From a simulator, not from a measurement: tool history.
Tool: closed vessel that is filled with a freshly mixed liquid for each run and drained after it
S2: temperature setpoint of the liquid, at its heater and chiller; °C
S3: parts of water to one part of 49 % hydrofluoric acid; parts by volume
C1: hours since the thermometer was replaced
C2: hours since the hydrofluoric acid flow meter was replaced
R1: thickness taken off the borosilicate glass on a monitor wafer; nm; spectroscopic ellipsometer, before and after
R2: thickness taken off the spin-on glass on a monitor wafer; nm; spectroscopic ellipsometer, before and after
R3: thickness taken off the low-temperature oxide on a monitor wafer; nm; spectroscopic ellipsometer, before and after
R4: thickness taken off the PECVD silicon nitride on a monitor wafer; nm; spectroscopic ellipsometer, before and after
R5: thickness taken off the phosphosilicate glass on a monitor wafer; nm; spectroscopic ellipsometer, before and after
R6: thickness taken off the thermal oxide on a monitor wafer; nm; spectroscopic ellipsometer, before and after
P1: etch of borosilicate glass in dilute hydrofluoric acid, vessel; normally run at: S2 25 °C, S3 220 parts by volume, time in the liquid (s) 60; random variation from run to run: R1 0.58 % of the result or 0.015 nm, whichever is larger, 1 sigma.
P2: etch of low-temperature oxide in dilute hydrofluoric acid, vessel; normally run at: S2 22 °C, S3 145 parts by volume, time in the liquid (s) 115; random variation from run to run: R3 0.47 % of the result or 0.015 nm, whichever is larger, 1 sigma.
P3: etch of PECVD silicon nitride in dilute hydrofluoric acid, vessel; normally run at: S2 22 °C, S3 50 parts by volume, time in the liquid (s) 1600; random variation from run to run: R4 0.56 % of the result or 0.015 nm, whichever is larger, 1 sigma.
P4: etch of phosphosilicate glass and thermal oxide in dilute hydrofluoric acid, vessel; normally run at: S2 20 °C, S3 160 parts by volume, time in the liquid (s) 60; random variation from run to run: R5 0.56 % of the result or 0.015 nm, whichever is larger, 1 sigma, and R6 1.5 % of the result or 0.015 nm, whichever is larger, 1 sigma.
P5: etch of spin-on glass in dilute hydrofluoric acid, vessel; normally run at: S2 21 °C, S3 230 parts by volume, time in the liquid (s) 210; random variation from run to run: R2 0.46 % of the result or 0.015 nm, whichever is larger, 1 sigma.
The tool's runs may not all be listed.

Run 1, hour 5: process that ran P1, S2 25 °C, S3 220 parts by volume, time in the liquid (s) 60; C1 438.4; C2 272. Result: R1 6.5165 nm.
Run 2, hour 7.9: process that ran P1, S2 31.5 °C, S3 220 parts by volume, time in the liquid (s) 60; C1 441.3; C2 274.9. Result: R1 8.2721 nm.
Run 3, hour 10.4: process that ran P1, S2 25 °C, S3 220 parts by volume, time in the liquid (s) 60; C1 443.8; C2 277.4. Result: R1 6.5286 nm.
Run 4, hour 15: process that ran P5, S2 21 °C, S3 230 parts by volume, time in the liquid (s) 210; C1 448.4; C2 282. Result: R2 35.246 nm.
Run 5, hour 20.2: process that ran P2, S2 22 °C, S3 200 parts by volume, time in the liquid (s) 115; C1 453.6; C2 287.2. Result: R3 15.168 nm.
Run 6, hour 25.1: process that ran P1, S2 25 °C, S3 220 parts by volume, time in the liquid (s) 60; C1 458.5; C2 292.1. Result: R1 6.5266 nm.
Run 7, hour 27.8: process that ran P5, S2 21 °C, S3 230 parts by volume, time in the liquid (s) 55; C1 461.2; C2 294.8. Result: R2 9.1742 nm.
Run 8, hour 31.6: process that ran P5, S2 21 °C, S3 230 parts by volume, time in the liquid (s) 210; C1 465; C2 298.6. Result: R2 34.733 nm.
Run 9, hour 36.9: process that ran P5, S2 21 °C, S3 385 parts by volume, time in the liquid (s) 210; C1 470.3; C2 303.9. Result: R2 18.154 nm.
Run 10, hour 40.6: process that ran P1, S2 25 °C, S3 220 parts by volume, time in the liquid (s) 90; C1 474; C2 307.6. Result: R1 9.8358 nm.
Run 11, hour 45: process that ran P3, S2 22 °C, S3 30 parts by volume, time in the liquid (s) 1600; C1 478.4; C2 312. Result: R4 80.723 nm.
Run 12, hour 48.7: process that ran P1, S2 25 °C, S3 220 parts by volume, time in the liquid (s) 60; C1 482.1; C2 315.7. Result: R1 6.4873 nm.
Run 13, hour 51.1: process that ran P1, S2 25 °C, S3 220 parts by volume, time in the liquid (s) 60; C1 484.5; C2 318.1. Result: R1 6.515 nm.
Run 14, hour 53.8: process that ran P1, S2 25 °C, S3 220 parts by volume, time in the liquid (s) 60; C1 487.2; C2 320.8. Result: R1 6.4854 nm.
Run 15, hour 57.5: process that ran P4, S2 27 °C, S3 160 parts by volume, time in the liquid (s) 60; C1 490.9; C2 324.5. Result: R5 23.404 nm, R6 1.8954 nm.
Run 16, hour 60.8: process that ran P2, S2 22 °C, S3 145 parts by volume, time in the liquid (s) 115; C1 494.2; C2 327.8. Result: R3 22.12 nm.
Run 17, hour 65.4: process that ran P1, S2 25 °C, S3 220 parts by volume, time in the liquid (s) 30; C1 498.8; C2 332.4. Result: R1 3.2783 nm.
Run 18, hour 69.3: process that ran P4, S2 20 °C, S3 50 parts by volume, time in the liquid (s) 60; C1 502.7; C2 336.3. Result: R5 64.849 nm, R6 5.123 nm.
Run 19, hour 71.7: process that ran P5, S2 17 °C, S3 230 parts by volume, time in the liquid (s) 210; C1 505.1; C2 338.7. Result: R2 30.025 nm.
Run 20, hour 74.8: process that ran P1, S2 25 °C, S3 110 parts by volume, time in the liquid (s) 85; C1 508.2; C2 341.8. Result: R1 20.938 nm.
Run 21, hour 78.4: process that ran P4, S2 20 °C, S3 160 parts by volume, time in the liquid (s) 60; C1 511.8; C2 345.4. Result: R5 17.95 nm, R6 1.4204 nm.
Run 22, hour 82.3: process that ran P1, S2 25 °C, S3 220 parts by volume, time in the liquid (s) 60; C1 515.7; C2 349.3. Result: R1 6.5083 nm.

The next listed run, before its measurement:
Run 23, hour 86.7: process that ran P2, S2 22 °C, S3 145 parts by volume, time in the liquid (s) 115; C1 520.1; C2 353.7. Result: R3 ?.

{"run 23": {"R3": 22.032}}
